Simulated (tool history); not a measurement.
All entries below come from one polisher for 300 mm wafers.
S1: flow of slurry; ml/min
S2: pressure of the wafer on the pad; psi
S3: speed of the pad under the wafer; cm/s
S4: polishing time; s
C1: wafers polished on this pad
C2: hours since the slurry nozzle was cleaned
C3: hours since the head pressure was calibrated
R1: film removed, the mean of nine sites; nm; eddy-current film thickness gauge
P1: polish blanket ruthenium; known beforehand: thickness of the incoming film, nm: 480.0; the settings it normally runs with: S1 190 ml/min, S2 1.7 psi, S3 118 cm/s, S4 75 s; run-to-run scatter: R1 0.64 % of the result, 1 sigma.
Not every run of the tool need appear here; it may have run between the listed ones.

| run | hour | S1 | S2 | S3 | S4 | C1 | C2 | C3 | R1 |
|---|---|---|---|---|---|---|---|---|---|
| 1 | 10.9 | 190 | 1.7 | 118 | 75 | 717 | 136.6 | 181.0 | 88.430 |
| 2 | 24.5 | 190 | 1.7 | 118 | 75 | 903 | 150.2 | 194.6 | 86.850 |
| 3 | 37.2 | 190 | 1.7 | 118 | 115 | 1076 | 162.9 | 207.3 | 136.190 |
| 4 | 51.0 | 190 | 2.5 | 118 | 75 | 1264 | 176.7 | 221.1 | 129.780 |
| 5 | 62.6 | 190 | 1.7 | 118 | 75 | 1422 | 188.3 | 232.7 | 87.351 |
| 6 | 71.3 | 190 | 1.2 | 118 | 75 | 1541 | 197.0 | 241.4 | 62.649 |
| 7 | 86.2 | 190 | 1.7 | 184 | 75 | 1744 | 211.9 | 256.3 | 137.010 |
| 8 | 98.0 | 190 | 1.7 | 118 | 75 | 1905 | 223.7 | 268.1 | 87.810 |
| 9 | 116.7 | 190 | 1.7 | 118 | 75 | 2160 | 242.4 | 286.8 | 88.663 |
| 10 | 128.5 | 190 | 1.7 | 54 | 75 | 2321 | 254.2 | 298.6 | 40.525 |
| 11 | 143.8 | 115 | 1.1 | 118 | 75 | 2529 | 269.5 | 313.9 | 51.522 |
| 12 | 159.7 | 255 | 1.7 | 118 | 75 | 2746 | 285.4 | 329.8 | 90.306 |
| 13 | 177.7 | 115 | 1.7 | 118 | 75 | 2992 | 303.4 | 347.8 | 80.632 |
| 14 | 188.1 | 190 | 1.7 | 118 | 36 | 3133 | 313.8 | 358.2 | 42.297 |

Estimate the outcome of run 15 from the log above:
| 15 | 197.5 | 190 | 1.7 | 152 | 44 | 3262 | 323.2 | 367.6 | ? |

{"run 15": {"R1": 65.587}}
